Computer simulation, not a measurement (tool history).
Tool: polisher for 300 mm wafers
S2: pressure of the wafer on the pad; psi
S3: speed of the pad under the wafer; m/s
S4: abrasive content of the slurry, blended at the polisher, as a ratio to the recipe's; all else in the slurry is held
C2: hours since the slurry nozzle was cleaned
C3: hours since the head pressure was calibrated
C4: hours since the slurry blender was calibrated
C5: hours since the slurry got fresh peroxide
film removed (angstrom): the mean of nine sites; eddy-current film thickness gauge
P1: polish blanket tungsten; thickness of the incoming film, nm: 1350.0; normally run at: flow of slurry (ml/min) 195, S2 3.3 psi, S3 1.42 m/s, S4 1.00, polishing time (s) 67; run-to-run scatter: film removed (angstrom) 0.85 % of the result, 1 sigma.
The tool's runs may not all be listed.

Run 1, hour 10.4: flow of slurry (ml/min) 195, S2 3.3 psi, S3 1.42 m/s, S4 1.00, polishing time (s) 67; wafers polished on this pad 625; C2 116.5; C3 220.0; C4 109.6; C5 52.4. Result: film removed (angstrom) 3646.6.
Run 2, hour 17.0: flow of slurry (ml/min) 195, S2 3.3 psi, S3 1.42 m/s, S4 1.00, polishing time (s) 67; wafers polished on this pad 697; C2 123.1; C3 226.6; C4 116.2; C5 59.0. Result: film removed (angstrom) 3660.9.
Run 3, hour 22.5: flow of slurry (ml/min) 195, S2 3.3 psi, S3 1.42 m/s, S4 1.00, polishing time (s) 40; wafers polished on this pad 757; C2 128.6; C3 232.1; C4 121.7; C5 64.5. Result: film removed (angstrom) 2179.3.
Run 4, hour 32.4: flow of slurry (ml/min) 195, S2 3.3 psi, S3 0.72 m/s, S4 1.00, polishing time (s) 67; wafers polished on this pad 865; C2 138.5; C3 242.0; C4 131.6; C5 74.4. Result: film removed (angstrom) 1856.7.
Run 5, hour 42.0: flow of slurry (ml/min) 280, S2 3.3 psi, S3 1.42 m/s, S4 1.00, polishing time (s) 67; wafers polished on this pad 970; C2 148.1; C3 251.6; C4 141.2; C5 84.0. Result: film removed (angstrom) 3802.7.
Run 6, hour 53.1: flow of slurry (ml/min) 195, S2 1.5 psi, S3 1.42 m/s, S4 0.65, polishing time (s) 67; wafers polished on this pad 1091; C2 159.2; C3 262.7; C4 152.3; C5 95.1. Result: film removed (angstrom) 1484.5.
Run 7, hour 59.0: flow of slurry (ml/min) 195, S2 3.3 psi, S3 2.18 m/s, S4 1.00, polishing time (s) 67; wafers polished on this pad 1155; C2 165.1; C3 268.6; C4 158.2; C5 101.0. Result: film removed (angstrom) 5614.1.
Run 8, hour 69.0: flow of slurry (ml/min) 195, S2 3.3 psi, S3 1.42 m/s, S4 1.00, polishing time (s) 102; wafers polished on this pad 1264; C2 175.1; C3 278.6; C4 168.2; C5 111.0. Result: film removed (angstrom) 5571.3.
At hour 70.2: slurry tank refilled with fresh slurry and peroxide.
Run 9, hour 77.3: flow of slurry (ml/min) 195, S2 5.0 psi, S3 1.42 m/s, S4 1.00, polishing time (s) 67; wafers polished on this pad 1354; C2 183.4; C3 286.9; C4 176.5; C5 7.1. Result: film removed (angstrom) 5520.2.
Run 10, hour 82.5: flow of slurry (ml/min) 195, S2 2.3 psi, S3 1.42 m/s, S4 1.00, polishing time (s) 67; wafers polished on this pad 1411; C2 188.6; C3 292.1; C4 181.7; C5 12.3. Result: film removed (angstrom) 2545.5.
Run 11, hour 90.8: flow of slurry (ml/min) 195, S2 3.3 psi, S3 1.42 m/s, S4 1.45, polishing time (s) 67; wafers polished on this pad 1502; C2 196.9; C3 300.4; C4 190.0; C5 20.6. Result: film removed (angstrom) 3911.9.
Run 12, hour 101.5: flow of slurry (ml/min) 195, S2 3.3 psi, S3 1.42 m/s, S4 1.00, polishing time (s) 67; wafers polished on this pad 1618; C2 207.6; C3 311.1; C4 200.7; C5 31.3. Result: film removed (angstrom) 3667.7.
Run 13, hour 108.4: flow of slurry (ml/min) 195, S2 3.3 psi, S3 1.42 m/s, S4 0.70, polishing time (s) 67; wafers polished on this pad 1693; C2 214.5; C3 318.0; C4 207.6; C5 38.2. Result: film removed (angstrom) 3365.5.
Run 14, hour 117.4: flow of slurry (ml/min) 195, S2 3.3 psi, S3 1.42 m/s, S4 1.00, polishing time (s) 67; wafers polished on this pad 1792; C2 223.5; C3 327.0; C4 216.6; C5 47.2. Result: film removed (angstrom) 3633.8.
Run 15, hour 125.6: flow of slurry (ml/min) 245, S2 3.3 psi, S3 1.42 m/s, S4 1.00, polishing time (s) 90; wafers polished on this pad 1881; C2 231.7; C3 335.2; C4 224.8; C5 55.4. Result: film removed (angstrom) 5017.5.
Run 16, hour 134.3: flow of slurry (ml/min) 115, S2 3.3 psi, S3 1.42 m/s, S4 1.00, polishing time (s) 67; wafers polished on this pad 1976; C2 240.4; C3 343.9; C4 233.5; C5 64.1. Result: film removed (angstrom) 3346.2.
Run 17, hour 143.6: flow of slurry (ml/min) 195, S2 3.3 psi, S3 0.84 m/s, S4 1.00, polishing time (s) 51; wafers polished on this pad 2077; C2 249.7; C3 353.2; C4 242.8; C5 73.4. Result: film removed (angstrom) 1646.8.
Run 18, hour 151.1: flow of slurry (ml/min) 195, S2 3.3 psi, S3 1.42 m/s, S4 1.00, polishing time (s) 67; wafers polished on this pad 2159; C2 257.2; C3 360.7; C4 250.3; C5 80.9. Result: film removed (angstrom) 3635.8.
Run 19, hour 161.7: flow of slurry (ml/min) 195, S2 3.3 psi, S3 1.42 m/s, S4 1.00, polishing time (s) 67; wafers polished on this pad 2274; C2 267.8; C3 371.3; C4 260.9; C5 91.5. Result: film removed (angstrom) 3603.9.
Run 20, hour 170.4: flow of slurry (ml/min) 195, S2 3.3 psi, S3 1.42 m/s, S4 1.00, polishing time (s) 67; wafers polished on this pad 2369; C2 276.5; C3 380.0; C4 269.6; C5 100.2. Result: film removed (angstrom) 3534.3.
Run 21, hour 179.2: flow of slurry (ml/min) 195, S2 3.3 psi, S3 1.42 m/s, S4 1.00, polishing time (s) 67; wafers polished on this pad 2465; C2 285.3; C3 388.8; C4 278.4; C5 109.0. Result: film removed (angstrom) 3444.8.
At hour 181.6: slurry tank refilled with fresh slurry and peroxide.
At hour 184.8: worn pad replaced by a new one.
Run 22, hour 186.3: flow of slurry (ml/min) 195, S2 3.3 psi, S3 1.42 m/s, S4 1.00, polishing time (s) 67; wafers polished on this pad 17; C2 292.4; C3 395.9; C4 285.5; C5 4.7. Result: film removed (angstrom) 3473.4.
At hour 190.8: slurry blender recalibrated.
Run 23, hour 193.3: flow of slurry (ml/min) 195, S2 3.3 psi, S3 1.42 m/s, S4 1.00, polishing time (s) 67; wafers polished on this pad 93; C2 299.4; C3 402.9; C4 2.6; C5 11.7. Result: film removed (angstrom) 3401.7.
Run 24, hour 198.6: flow of slurry (ml/min) 195, S2 3.3 psi, S3 1.42 m/s, S4 1.00, polishing time (s) 67; wafers polished on this pad 151; C2 304.7; C3 408.2; C4 7.9; C5 17.0. Result: film removed (angstrom) 3401.5.
Run 25, hour 206.4: flow of slurry (ml/min) 195, S2 3.3 psi, S3 1.42 m/s, S4 1.00, polishing time (s) 67; wafers polished on this pad 236; C2 312.5; C3 416.0; C4 15.7; C5 24.8. Result: film removed (angstrom) 3426.0.

What P1 gives has crept away from where it was. These 2 causes fit the log equally well, each at the size given:
A: slurry flow missing at the pad, % = 35.1
B: head's pressure below its setpoint, % = 6.94
The creep began at about hour 161.7.
Why every other cause is out:
removal rate lost through wear of the pad, %: serviced at hour 184.8, which brought nothing back
abrasive missing from the slurry, %: serviced at hour 190.8, which brought nothing back
peroxide lost from the slurry, %: serviced at hour 181.6, which brought nothing back

4 check runs are offered, each on 5 wafers whose results are averaged, their results left as question marks. Which one tells the causes apart?
Run check 1, hour 214.2: flow of slurry (ml/min) 195, S2 4.8 psi, S3 1.42 m/s, S4 1.00, polishing time (s) 98. Result: film removed (angstrom) ?.
Run check 2, hour 214.2: flow of slurry (ml/min) 195, S2 3.3 psi, S3 1.42 m/s, S4 1.00, polishing time (s) 45. Result: film removed (angstrom) ?.
Run check 3, hour 214.2: flow of slurry (ml/min) 195, S2 3.3 psi, S3 1.12 m/s, S4 1.00, polishing time (s) 67. Result: film removed (angstrom) ?.
Run check 4, hour 214.2: flow of slurry (ml/min) 135, S2 4.0 psi, S3 1.42 m/s, S4 1.00, polishing time (s) 67. Result: film removed (angstrom) ?.

What each check would give under each cause:
  check                   result    if A    if B
check 1  film removed (angstrom)  7207.9  7207.0
check 2  film removed (angstrom)  2275.5  2275.2
check 3  film removed (angstrom)  2672.2  2671.8
check 4  film removed (angstrom)  3762.1  3870.1
How far apart the two closest causes lie, in the result that separates them most: check 1 0.01 %; check 2 0.01 %; check 3 0.01 %; check 4 2.83 %
Check 4 tells the causes apart: in the others they would give nearly the same result.

Check 4 was then run and gave: film removed (angstrom) 3764.1. Which cause is it?

It is A: slurry flow missing at the pad, %.
